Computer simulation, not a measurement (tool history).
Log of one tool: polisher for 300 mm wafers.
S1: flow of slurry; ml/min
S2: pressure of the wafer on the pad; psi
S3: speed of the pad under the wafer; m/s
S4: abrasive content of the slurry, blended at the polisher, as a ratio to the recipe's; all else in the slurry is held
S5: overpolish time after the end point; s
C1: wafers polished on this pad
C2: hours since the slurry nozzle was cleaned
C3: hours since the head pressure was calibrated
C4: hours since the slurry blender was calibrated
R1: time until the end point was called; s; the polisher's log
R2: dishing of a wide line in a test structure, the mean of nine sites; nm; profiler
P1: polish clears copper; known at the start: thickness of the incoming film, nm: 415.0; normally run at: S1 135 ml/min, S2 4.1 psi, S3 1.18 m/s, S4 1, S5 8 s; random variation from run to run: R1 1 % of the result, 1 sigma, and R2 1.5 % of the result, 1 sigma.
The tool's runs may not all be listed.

run    day   S1   S2    S3    S4  S5    C1     C2     C3     C4      R1      R2
  1  0.312  135  4.1  1.18     1   8   475  274.1   97.2   86.2  85.078  19.751
  2  0.625  135  5.5   0.7     1   8   541  281.6  104.7   93.7  105.07   16.69
  3  0.912  170  4.1  1.18     1   8   601  288.5  111.6  100.6  81.923   20.46
  4  1.096  135  4.1  1.18     1   8   639  292.9    116    105  84.764  19.642
  5  1.342  135  4.1  1.18     1  12   691  298.8  121.9  110.9  85.873  23.008
  6  1.617  135  6.3  1.18     1   8   748  305.4  128.5  117.5  55.916   24.77
  7  1.892  105  4.1  1.18     1   3   806    312  135.1  124.1  89.777  9.2172
  8  2.275  135  4.1  0.74     1   8   886  321.2  144.3  133.3  135.52  14.025
  9  2.629  135  4.1  1.18     1   2   960  329.7  152.8  141.8  84.902  6.7419
 10  2.862  135  4.1  1.84     1   8  1009  335.3  158.4  147.4   54.36  24.274
 11  3.096  135  4.1  1.18     1   8  1058  340.9    164    153  85.733  19.592
 12  3.475  135  4.1  1.18  0.65   8  1137    350  173.1  162.1  92.969  18.344
 13  3.808  135  1.9  1.18     1   8  1207    358  181.1  170.1  181.47    11.4
 14  4.067  135  4.1  1.18  1.45   8  1261  364.2  187.3  176.3   78.38   20.97
 15  4.262   80  4.1  1.18     1   8  1302  368.9    192    181  97.286  18.113
 16  4.517  135  4.1  1.18     1   8  1355    375  198.1  187.1  84.762  19.464
 17  4.888  135  4.1  1.18     1   8  1432  383.9    207    196  86.332  19.463
 18  5.196  135  4.1  1.18     1   8  1497  391.3  214.4  203.4  85.932  19.783
 19  5.467  135  4.1  1.18     1   8  1554  397.8  220.9  209.9  87.124  19.471
 20  5.717  135  4.1  1.18     1   8  1606  403.8  226.9  215.9  89.175   19.46
 21      6  135  4.1  1.18     1   8  1665  410.6  233.7  222.7  88.737  18.661
 22  6.288  135  4.1  1.18     1   8  1725  417.5  240.6  229.6  90.577  18.569
 23  6.554  135  4.1  1.18     1   8  1781  423.9    247    236  89.768  18.796
     6.762  -- slurry blender recalibrated
 24  6.929  135  4.1  1.18     1   8  1859  432.9    256      4  92.076   18.99
 25  7.267  135  4.1  1.18     1   8  1930    441  264.1   12.1  91.203  19.055
     7.362  -- head pressure recalibrated
 26  7.492  135  4.1  1.18     1   8  1977  446.4    3.1   17.5  91.022  19.296
 27  7.846  135  4.1  1.18     1   8  2051  454.9   11.6     26   92.95  18.598
 28  8.242  135  4.1  1.18     1   8  2134  464.4   21.1   35.5  92.313  18.825

What P1 gives has crept away from where it was. These 2 causes fit the log equally well, each at the size given:
A: slurry flow missing at the pad, % = 28.3
B: removal rate lost through wear of the pad, % = 7.12
The creep began at about day 5.196.
Why every other cause is out:
head's pressure below its setpoint, %: serviced at day 7.362, which brought nothing back
abrasive missing from the slurry, %: serviced at day 6.762, which brought nothing back

4 check runs are offered, each on 3 wafers whose results are averaged, their results left as question marks. Which one tells the causes apart?
check 1  8.638  135  2.1  1.18   1   2                   ?   ?
check 2  8.638   80  4.1  1.18   1   2                   ?   ?
check 3  8.638  135  6.2  1.18   1   2                   ?   ?
check 4  8.638  135  6.2  1.66   1   8                   ?   ?

What each check would give under each cause:
  check  result    if A    if B
check 1      R1  178.72  178.69
check 1      R2  3.4374   3.438
check 2      R1  108.47  103.96
check 2      R2  5.4755  5.6898
check 3      R1  60.536  60.525
check 3      R2  9.1488  9.1502
check 4      R1  43.031  43.024
check 4      R2  27.044  27.046
How far apart the two closest causes lie, in the result that separates them most: check 1 0.02 %; check 2 4.25 %; check 3 0.02 %; check 4 0.02 %
Check 2 tells the causes apart: in the others they would give nearly the same result.

Then check 2 was run and gave: R1 103.09 s; R2 5.6834 nm. Which cause is it?

It is B: removal rate lost through wear of the pad, %.

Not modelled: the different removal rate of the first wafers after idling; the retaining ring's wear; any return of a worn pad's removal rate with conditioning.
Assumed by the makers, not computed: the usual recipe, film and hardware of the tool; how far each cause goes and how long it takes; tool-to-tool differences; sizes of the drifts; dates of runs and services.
